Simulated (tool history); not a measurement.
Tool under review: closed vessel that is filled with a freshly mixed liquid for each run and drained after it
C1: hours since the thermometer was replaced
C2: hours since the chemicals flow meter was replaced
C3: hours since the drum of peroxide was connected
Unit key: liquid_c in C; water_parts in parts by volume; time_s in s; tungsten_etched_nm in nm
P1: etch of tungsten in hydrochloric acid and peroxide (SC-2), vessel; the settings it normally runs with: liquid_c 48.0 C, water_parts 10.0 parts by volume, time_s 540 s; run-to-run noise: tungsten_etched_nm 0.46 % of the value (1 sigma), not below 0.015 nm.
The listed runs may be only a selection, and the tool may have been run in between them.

{"run": 1, "hour": 12.8, "liquid_c": 48.0, "water_parts": 10.0, "time_s": 540, "C1": 1284.0, "C2": 1556.4, "C3": 217.4, "tungsten_etched_nm": 54.582}
{"run": 2, "hour": 22.2, "liquid_c": 48.0, "water_parts": 10.0, "time_s": 540, "C1": 1293.4, "C2": 1565.8, "C3": 226.8, "tungsten_etched_nm": 54.227}
{"run": 3, "hour": 33.9, "liquid_c": 48.0, "water_parts": 10.0, "time_s": 540, "C1": 1305.1, "C2": 1577.5, "C3": 238.5, "tungsten_etched_nm": 54.951}
{"run": 4, "hour": 48.6, "liquid_c": 48.0, "water_parts": 10.0, "time_s": 540, "C1": 1319.8, "C2": 1592.2, "C3": 253.2, "tungsten_etched_nm": 54.402}
{"run": 5, "hour": 61.6, "liquid_c": 48.0, "water_parts": 10.0, "time_s": 540, "C1": 1332.8, "C2": 1605.2, "C3": 266.2, "tungsten_etched_nm": 54.471}
{"run": 6, "hour": 77.2, "liquid_c": 35.5, "water_parts": 10.0, "time_s": 40, "C1": 1348.4, "C2": 1620.8, "C3": 281.8, "tungsten_etched_nm": 1.6587}
{"run": 7, "hour": 92.8, "liquid_c": 48.0, "water_parts": 10.0, "time_s": 220, "C1": 1364.0, "C2": 1636.4, "C3": 297.4, "tungsten_etched_nm": 22.145}
{"run": 8, "hour": 102.6, "liquid_c": 41.0, "water_parts": 14.0, "time_s": 540, "C1": 1373.8, "C2": 1646.2, "C3": 307.2, "tungsten_etched_nm": 25.284}
{"run": 9, "hour": 117.8, "liquid_c": 48.0, "water_parts": 10.0, "time_s": 540, "C1": 1389.0, "C2": 1661.4, "C3": 322.4, "tungsten_etched_nm": 53.949}
{"run": 10, "hour": 131.6, "liquid_c": 48.0, "water_parts": 17.5, "time_s": 540, "C1": 1402.8, "C2": 1675.2, "C3": 336.2, "tungsten_etched_nm": 33.495}
{"run": 11, "hour": 139.9, "liquid_c": 48.0, "water_parts": 4.0, "time_s": 540, "C1": 1411.1, "C2": 1683.5, "C3": 344.5, "tungsten_etched_nm": 108.44}
{"run": 12, "hour": 155.8, "liquid_c": 59.0, "water_parts": 10.0, "time_s": 540, "C1": 1427.0, "C2": 1699.4, "C3": 360.4, "tungsten_etched_nm": 111.92}
{"run": 13, "hour": 171.5, "liquid_c": 35.0, "water_parts": 10.0, "time_s": 540, "C1": 1442.7, "C2": 1715.1, "C3": 376.1, "tungsten_etched_nm": 21.714}
{"run": 14, "hour": 184.5, "liquid_c": 48.0, "water_parts": 10.0, "time_s": 885, "C1": 1455.7, "C2": 1728.1, "C3": 389.1, "tungsten_etched_nm": 89.263}
{"run": 15, "hour": 201.9, "liquid_c": 48.0, "water_parts": 10.0, "time_s": 540, "C1": 1473.1, "C2": 1745.5, "C3": 406.5, "tungsten_etched_nm": 54.303}
{"run": 16, "hour": 219.8, "liquid_c": 48.0, "water_parts": 10.0, "time_s": 540, "C1": 1491.0, "C2": 1763.4, "C3": 424.4, "tungsten_etched_nm": 54.664}
{"run": 17, "hour": 232.7, "liquid_c": 48.0, "water_parts": 10.0, "time_s": 540, "C1": 1503.9, "C2": 1776.3, "C3": 437.3, "tungsten_etched_nm": 52.577}
{"run": 18, "hour": 251.7, "liquid_c": 48.0, "water_parts": 10.0, "time_s": 540, "C1": 1522.9, "C2": 1795.3, "C3": 456.3, "tungsten_etched_nm": 51.595}
{"run": 19, "hour": 260.8, "liquid_c": 48.0, "water_parts": 10.0, "time_s": 540, "C1": 1532.0, "C2": 1804.4, "C3": 465.4, "tungsten_etched_nm": 50.942}
{"run": 20, "hour": 279.0, "liquid_c": 48.0, "water_parts": 10.0, "time_s": 540, "C1": 1550.2, "C2": 1822.6, "C3": 483.6, "tungsten_etched_nm": 50.326}
{"run": 21, "hour": 290.5, "liquid_c": 48.0, "water_parts": 10.0, "time_s": 540, "C1": 1561.7, "C2": 1834.1, "C3": 495.1, "tungsten_etched_nm": 50.165}

Estimate the outcome of run 22 from the log above:
{"run": 22, "hour": 308.5, "liquid_c": 48.0, "water_parts": 10.0, "time_s": 540, "C1": 1579.7, "C2": 1852.1, "C3": 513.1, "tungsten_etched_nm": "?"}

tungsten_etched_nm: 49.7880 nm

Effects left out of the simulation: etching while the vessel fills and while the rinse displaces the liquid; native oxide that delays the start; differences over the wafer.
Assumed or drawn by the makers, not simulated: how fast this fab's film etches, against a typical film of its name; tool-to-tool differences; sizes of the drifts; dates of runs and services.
